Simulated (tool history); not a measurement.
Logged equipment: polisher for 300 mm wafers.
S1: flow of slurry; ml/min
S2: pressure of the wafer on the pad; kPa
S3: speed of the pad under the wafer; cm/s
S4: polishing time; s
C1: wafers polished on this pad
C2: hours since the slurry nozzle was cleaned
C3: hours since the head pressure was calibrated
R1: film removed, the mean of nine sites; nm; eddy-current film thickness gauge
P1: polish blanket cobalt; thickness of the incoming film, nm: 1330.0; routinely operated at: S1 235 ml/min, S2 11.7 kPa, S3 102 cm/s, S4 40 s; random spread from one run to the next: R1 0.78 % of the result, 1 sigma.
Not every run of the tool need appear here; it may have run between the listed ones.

run,hour,S1,S2,S3,S4,C1,C2,C3,R1
1,8.3,235,11.7,102,40,1105,326.3,303.1,196.000
2,17.0,235,8.3,102,40,1179,335.0,311.8,141.140
3,22.8,235,11.7,102,40,1228,340.8,317.6,197.780
4,29.0,235,11.7,102,51,1280,347.0,323.8,255.130
5,36.8,235,11.7,68,52,1345,354.8,331.6,172.640
6,44.2,235,11.7,102,40,1408,362.2,339.0,199.020
7,52.3,235,17.9,102,40,1476,370.3,347.1,300.230
8,59.7,235,11.7,46,26,1538,377.7,354.5,57.643
9,64.8,235,11.7,150,40,1581,382.8,359.6,290.440
10,71.7,235,11.7,102,40,1639,389.7,366.5,197.400
11,80.6,235,11.7,48,40,1714,398.6,375.4,93.568
12,89.8,235,6.2,48,40,1792,407.8,384.6,49.349
13,98.1,235,11.7,102,40,1861,416.1,392.9,196.970
14,102.4,235,11.7,102,40,1898,420.4,397.2,196.820

What will run 15 give?
15,106.9,315,11.7,102,40,1936,424.9,401.7,?

{"run 15": {"R1": 205.19}}
